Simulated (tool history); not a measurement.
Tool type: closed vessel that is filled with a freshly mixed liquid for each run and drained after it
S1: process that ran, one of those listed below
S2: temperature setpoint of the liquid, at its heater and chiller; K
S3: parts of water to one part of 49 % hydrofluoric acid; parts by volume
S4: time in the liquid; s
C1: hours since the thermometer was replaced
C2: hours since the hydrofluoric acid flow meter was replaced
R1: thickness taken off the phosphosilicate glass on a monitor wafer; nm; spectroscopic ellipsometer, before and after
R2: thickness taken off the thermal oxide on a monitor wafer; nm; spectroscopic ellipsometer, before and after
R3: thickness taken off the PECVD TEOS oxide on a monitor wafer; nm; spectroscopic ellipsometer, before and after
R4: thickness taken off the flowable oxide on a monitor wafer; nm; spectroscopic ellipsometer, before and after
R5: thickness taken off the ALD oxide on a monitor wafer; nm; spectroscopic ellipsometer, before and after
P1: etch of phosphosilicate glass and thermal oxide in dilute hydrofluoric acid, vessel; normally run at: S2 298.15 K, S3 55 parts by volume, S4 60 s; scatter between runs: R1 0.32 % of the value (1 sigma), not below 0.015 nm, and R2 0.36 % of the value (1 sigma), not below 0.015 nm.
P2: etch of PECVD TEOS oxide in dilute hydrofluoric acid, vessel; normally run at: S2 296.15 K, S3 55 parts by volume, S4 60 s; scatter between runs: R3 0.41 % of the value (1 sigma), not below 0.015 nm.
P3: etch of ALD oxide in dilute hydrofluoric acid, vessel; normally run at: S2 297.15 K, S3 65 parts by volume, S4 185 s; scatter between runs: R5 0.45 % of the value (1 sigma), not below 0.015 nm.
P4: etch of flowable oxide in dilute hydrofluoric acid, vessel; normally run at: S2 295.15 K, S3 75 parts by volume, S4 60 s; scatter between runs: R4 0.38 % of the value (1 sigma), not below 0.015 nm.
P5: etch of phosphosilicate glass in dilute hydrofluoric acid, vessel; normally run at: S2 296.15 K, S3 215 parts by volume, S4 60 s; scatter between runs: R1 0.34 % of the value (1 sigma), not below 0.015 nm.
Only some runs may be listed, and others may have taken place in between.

Run 1, hour 10.7: S1 P1, S2 298.15 K, S3 55 parts by volume, S4 60 s; C1 2038.8; C2 56.5. Result: R1 138.740 nm, R2 5.7472 nm.
Run 2, hour 24.4: S1 P2, S2 296.15 K, S3 55 parts by volume, S4 110 s; C1 2052.5; C2 70.2. Result: R3 56.440 nm.
Run 3, hour 33.5: S1 P2, S2 296.15 K, S3 90 parts by volume, S4 60 s; C1 2061.6; C2 79.3. Result: R3 18.216 nm.
Run 4, hour 47.6: S1 P4, S2 295.15 K, S3 75 parts by volume, S4 30 s; C1 2075.7; C2 93.4. Result: R4 19.207 nm.
Run 5, hour 65.1: S1 P1, S2 298.15 K, S3 55 parts by volume, S4 30 s; C1 2093.2; C2 110.9. Result: R1 69.417 nm, R2 2.8377 nm.
Run 6, hour 74.1: S1 P1, S2 298.15 K, S3 55 parts by volume, S4 60 s; C1 2102.2; C2 119.9. Result: R1 139.240 nm, R2 5.7566 nm.
Run 7, hour 86.7: S1 P1, S2 298.15 K, S3 30 parts by volume, S4 60 s; C1 2114.8; C2 132.5. Result: R1 263.520 nm, R2 10.9560 nm.
Run 8, hour 95.6: S1 P3, S2 292.15 K, S3 65 parts by volume, S4 185 s; C1 2123.7; C2 141.4. Result: R5 29.732 nm.
Run 9, hour 105.9: S1 P4, S2 290.15 K, S3 75 parts by volume, S4 60 s; C1 2134.0; C2 151.7. Result: R4 31.366 nm.
Run 10, hour 124.5: S1 P1, S2 298.15 K, S3 55 parts by volume, S4 60 s; C1 2152.6; C2 170.3. Result: R1 138.620 nm, R2 5.7222 nm.
Run 11, hour 135.8: S1 P1, S2 298.15 K, S3 20 parts by volume, S4 30 s; C1 2163.9; C2 181.6. Result: R1 199.820 nm, R2 8.2658 nm.
Run 12, hour 154.4: S1 P4, S2 295.15 K, S3 75 parts by volume, S4 60 s; C1 2182.5; C2 200.2. Result: R4 38.505 nm.
Run 13, hour 173.7: S1 P1, S2 298.15 K, S3 55 parts by volume, S4 60 s; C1 2201.8; C2 219.5. Result: R1 138.860 nm, R2 5.7920 nm.
Run 14, hour 189.0: S1 P1, S2 298.15 K, S3 55 parts by volume, S4 60 s; C1 2217.1; C2 234.8. Result: R1 139.250 nm, R2 5.7504 nm.
Run 15, hour 201.6: S1 P5, S2 296.15 K, S3 215 parts by volume, S4 30 s; C1 2229.7; C2 247.4. Result: R1 23.348 nm.
Run 16, hour 216.2: S1 P2, S2 290.15 K, S3 55 parts by volume, S4 60 s; C1 2244.3; C2 262.0. Result: R3 24.071 nm.
Run 17, hour 228.8: S1 P1, S2 298.15 K, S3 20 parts by volume, S4 30 s; C1 2256.9; C2 274.6. Result: R1 198.800 nm, R2 8.2831 nm.
Run 18, hour 246.3: S1 P1, S2 305.65 K, S3 55 parts by volume, S4 60 s; C1 2274.4; C2 292.1. Result: R1 186.470 nm, R2 7.7788 nm.
Run 19, hour 263.0: S1 P5, S2 296.15 K, S3 365 parts by volume, S4 60 s; C1 2291.1; C2 308.8. Result: R1 23.752 nm.
Run 20, hour 279.8: S1 P1, S2 298.15 K, S3 55 parts by volume, S4 90 s; C1 2307.9; C2 325.6. Result: R1 209.150 nm, R2 8.6924 nm.
Run 21, hour 295.3: S1 P3, S2 297.15 K, S3 65 parts by volume, S4 30 s; C1 2323.4; C2 341.1. Result: R5 5.932 nm.
Run 22, hour 312.2: S1 P2, S2 296.15 K, S3 55 parts by volume, S4 60 s; C1 2340.3; C2 358.0. Result: R3 31.026 nm.
Run 23, hour 322.6: S1 P3, S2 297.15 K, S3 65 parts by volume, S4 185 s; C1 2350.7; C2 368.4. Result: R5 36.670 nm.
Run 24, hour 333.4: S1 P1, S2 291.65 K, S3 55 parts by volume, S4 60 s; C1 2361.5; C2 379.2. Result: R1 105.630 nm, R2 4.3972 nm.
Run 25, hour 342.9: S1 P5, S2 296.15 K, S3 215 parts by volume, S4 60 s; C1 2371.0; C2 388.7. Result: R1 46.699 nm.
Run 26, hour 358.7: S1 P3, S2 297.15 K, S3 105 parts by volume, S4 185 s; C1 2386.8; C2 404.5. Result: R5 21.519 nm.
Run 27, hour 368.9: S1 P4, S2 295.15 K, S3 125 parts by volume, S4 60 s; C1 2397.0; C2 414.7. Result: R4 21.769 nm.
Run 28, hour 388.1: S1 P1, S2 298.15 K, S3 75 parts by volume, S4 95 s; C1 2416.2; C2 433.9. Result: R1 156.060 nm, R2 6.5338 nm.
Run 29, hour 407.2: S1 P1, S2 298.15 K, S3 90 parts by volume, S4 60 s; C1 2435.3; C2 453.0. Result: R1 80.605 nm, R2 3.3379 nm.
Run 30, hour 416.6: S1 P5, S2 302.15 K, S3 215 parts by volume, S4 60 s; C1 2444.7; C2 462.4. Result: R1 57.989 nm.
Run 31, hour 428.3: S1 P1, S2 298.15 K, S3 55 parts by volume, S4 60 s; C1 2456.4; C2 474.1. Result: R1 139.140 nm, R2 5.8323 nm.
Run 32, hour 443.0: S1 P1, S2 298.15 K, S3 55 parts by volume, S4 60 s; C1 2471.1; C2 488.8. Result: R1 138.160 nm, R2 5.7847 nm.
Run 33, hour 451.5: S1 P1, S2 298.15 K, S3 55 parts by volume, S4 60 s; C1 2479.6; C2 497.3. Result: R1 135.660 nm, R2 5.6444 nm.
Run 34, hour 465.1: S1 P1, S2 298.15 K, S3 55 parts by volume, S4 60 s; C1 2493.2; C2 510.9. Result: R1 133.280 nm, R2 5.5596 nm.
Run 35, hour 476.4: S1 P1, S2 298.15 K, S3 55 parts by volume, S4 60 s; C1 2504.5; C2 522.2. Result: R1 131.030 nm, R2 5.4426 nm.
Run 36, hour 488.4: S1 P1, S2 298.15 K, S3 55 parts by volume, S4 60 s; C1 2516.5; C2 534.2. Result: R1 129.380 nm, R2 5.3843 nm.
Run 37, hour 506.1: S1 P1, S2 298.15 K, S3 55 parts by volume, S4 60 s; C1 2534.2; C2 551.9. Result: R1 127.600 nm, R2 5.2988 nm.
Run 38, hour 521.8: S1 P1, S2 298.15 K, S3 55 parts by volume, S4 60 s; C1 2549.9; C2 567.6. Result: R1 127.370 nm, R2 5.2826 nm.
Run 39, hour 538.9: S1 P1, S2 298.15 K, S3 55 parts by volume, S4 60 s; C1 2567.0; C2 584.7. Result: R1 127.000 nm, R2 5.3282 nm.
Run 40, hour 552.5: S1 P1, S2 298.15 K, S3 55 parts by volume, S4 60 s; C1 2580.6; C2 598.3. Result: R1 126.700 nm, R2 5.2544 nm.
Run 41, hour 568.3: S1 P1, S2 298.15 K, S3 55 parts by volume, S4 60 s; C1 2596.4; C2 614.1. Result: R1 126.820 nm, R2 5.2561 nm.

P1 no longer gives what it gave before; its output has crept away from where it was. The following 2 causes, each at its listed size, fit the log equally well:
A: liquid colder than its thermometer reads (K) = 2.13
B: hydrofluoric acid flow below the setpoint (%) = 7.79
At approximately hour 443.0, the process output began to creep.

Below are 4 check runs, each on a single wafer, with their results shown as question marks. Which of them would tell the listed causes apart, meaning the causes would give clearly different results under it?
Run check 1, hour 584.1: S1 P2, S2 296.15 K, S3 90 parts by volume, S4 105 s. Result: R3 ?.
Run check 2, hour 584.1: S1 P4, S2 295.15 K, S3 75 parts by volume, S4 30 s. Result: R4 ?.
Run check 3, hour 584.1: S1 P3, S2 297.15 K, S3 90 parts by volume, S4 30 s. Result: R5 ?.
Run check 4, hour 584.1: S1 P5, S2 296.15 K, S3 360 parts by volume, S4 30 s. Result: R1 ?.

What each check would give under each cause:
  check  result    if A    if B
check 1      R3  29.005  28.898
check 2      R4  17.633  17.623
check 3      R5  3.8058  3.7880
check 4      R1  11.270  10.885
Minimum pairwise separation of causes per check, each pair taken at its best-separating result: check 1 0.37 %; check 2 0.06 %; check 3 0.47 %; check 4 3.48 %
Of the check runs offered, only check 4 discriminates between the causes; the rest would read about the same regardless of which cause applies.

Check 4 was carried out, with these results: R1 11.254 nm. Which of the listed causes is responsible?

It was cause A: liquid colder than its thermometer reads (K).

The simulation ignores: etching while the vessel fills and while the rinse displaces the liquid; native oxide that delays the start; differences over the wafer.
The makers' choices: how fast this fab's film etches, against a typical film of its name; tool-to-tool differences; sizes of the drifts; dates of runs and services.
